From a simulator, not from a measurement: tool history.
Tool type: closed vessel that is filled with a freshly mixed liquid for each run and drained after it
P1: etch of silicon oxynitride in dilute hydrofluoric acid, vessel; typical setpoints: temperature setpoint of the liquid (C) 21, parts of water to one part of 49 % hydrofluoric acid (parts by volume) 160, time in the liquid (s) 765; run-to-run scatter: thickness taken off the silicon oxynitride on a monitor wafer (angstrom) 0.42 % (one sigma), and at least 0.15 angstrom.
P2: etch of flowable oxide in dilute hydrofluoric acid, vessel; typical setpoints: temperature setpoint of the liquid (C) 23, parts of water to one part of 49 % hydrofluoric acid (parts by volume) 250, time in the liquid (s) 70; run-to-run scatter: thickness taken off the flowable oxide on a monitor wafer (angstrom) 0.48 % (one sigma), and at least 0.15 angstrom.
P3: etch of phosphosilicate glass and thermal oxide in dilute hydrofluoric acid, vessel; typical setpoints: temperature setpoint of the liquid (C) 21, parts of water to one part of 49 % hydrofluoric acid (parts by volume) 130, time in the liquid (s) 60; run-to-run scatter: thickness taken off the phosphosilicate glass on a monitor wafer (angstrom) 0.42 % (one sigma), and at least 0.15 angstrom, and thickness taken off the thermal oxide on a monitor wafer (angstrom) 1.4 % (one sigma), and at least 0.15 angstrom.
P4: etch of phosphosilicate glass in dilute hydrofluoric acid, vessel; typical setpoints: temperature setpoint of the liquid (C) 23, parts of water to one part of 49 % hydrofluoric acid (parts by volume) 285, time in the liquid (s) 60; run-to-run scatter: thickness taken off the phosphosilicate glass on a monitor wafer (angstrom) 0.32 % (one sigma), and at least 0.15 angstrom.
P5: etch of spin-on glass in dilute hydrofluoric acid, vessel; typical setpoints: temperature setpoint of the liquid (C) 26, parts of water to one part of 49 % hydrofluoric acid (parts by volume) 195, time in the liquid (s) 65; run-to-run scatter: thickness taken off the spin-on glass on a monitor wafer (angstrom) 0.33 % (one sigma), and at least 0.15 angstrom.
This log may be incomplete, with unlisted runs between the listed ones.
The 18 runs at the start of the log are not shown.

| run | hour | process that ran | temperature setpoint of the liquid (C) | parts of water to one part of 49 % hydrofluoric acid (parts by volume) | time in the liquid (s) | hours since the thermometer was replaced | hours since the hydrofluoric acid flow meter was replaced | thickness taken off the silicon oxynitride on a monitor wafer (angstrom) | thickness taken off the phosphosilicate glass on a monitor wafer (angstrom) | thickness taken off the spin-on glass on a monitor wafer (angstrom) | thickness taken off the flowable oxide on a monitor wafer (angstrom) | thickness taken off the thermal oxide on a monitor wafer (angstrom) |
|---|---|---|---|---|---|---|---|---|---|---|---|---|
| 19 | 221.5 | P4 | 23 | 285 | 60 | 623 | 2059.9 |  | 96.421 |  |  |  |
| 20 | 235 | P1 | 21 | 50 | 765 | 636.5 | 2073.4 | 331.35 |  |  |  |  |
| 21 | 247.3 | P5 | 26 | 30 | 65 | 648.8 | 2085.7 |  |  | 971.8 |  |  |
| 22 | 260.3 | P1 | 21 | 160 | 1425 | 661.8 | 2098.7 | 179.12 |  |  |  |  |
| 23 | 270.8 | P2 | 23 | 40 | 70 | 672.3 | 2109.2 |  |  |  | 520.4 |  |
| 24 | 281.9 | P2 | 17 | 250 | 70 | 683.4 | 2120.3 |  |  |  | 52.844 |  |
| 25 | 290.4 | P4 | 23 | 285 | 30 | 691.9 | 2128.8 |  | 48.083 |  |  |  |
| 26 | 305.5 | P5 | 26 | 195 | 30 | 707 | 2143.9 |  |  | 55.393 |  |  |
| 27 | 312.6 | P1 | 21 | 160 | 55 | 714.1 | 2151 | 7.0807 |  |  |  |  |
| 28 | 322.9 | P3 | 21 | 130 | 110 | 724.4 | 2161.3 |  | 737.48 |  |  | 32.21 |
| 29 | 330.5 | P3 | 21 | 130 | 60 | 732 | 2168.9 |  | 401.71 |  |  | 17.749 |
| 30 | 339.6 | P2 | 23 | 250 | 135 | 741.1 | 2178 |  |  |  | 126.46 |  |
| 31 | 347.9 | P1 | 27.5 | 160 | 765 | 749.4 | 2186.3 | 128.02 |  |  |  |  |
| 32 | 356.4 | P1 | 21 | 160 | 765 | 757.9 | 2194.8 | 95.517 |  |  |  |  |
| 33 | 364.9 | P1 | 21 | 160 | 765 | 766.4 | 2203.3 | 92.996 |  |  |  |  |
| 34 | 380 | P1 | 21 | 160 | 765 | 781.5 | 2218.4 | 90.646 |  |  |  |  |
| 35 | 389.5 | P1 | 21 | 160 | 765 | 791 | 2227.9 | 88.644 |  |  |  |  |
| 36 | 403 | P1 | 21 | 160 | 765 | 804.5 | 2241.4 | 87.79 |  |  |  |  |
| 37 | 418.9 | P1 | 21 | 160 | 765 | 820.4 | 2257.3 | 86.978 |  |  |  |  |
| 38 | 429.9 | P1 | 21 | 160 | 765 | 831.4 | 2268.3 | 86.314 |  |  |  |  |
| 39 | 445.4 | P1 | 21 | 160 | 765 | 846.9 | 2283.8 | 86.79 |  |  |  |  |

Run 40 is up next; what results do you expect?
| 40 | 461.5 | P1 | 21 | 160 | 765 | 863 | 2299.9 | ? |  |  |  |  |

thickness taken off the silicon oxynitride on a monitor wafer (angstrom): 86.271

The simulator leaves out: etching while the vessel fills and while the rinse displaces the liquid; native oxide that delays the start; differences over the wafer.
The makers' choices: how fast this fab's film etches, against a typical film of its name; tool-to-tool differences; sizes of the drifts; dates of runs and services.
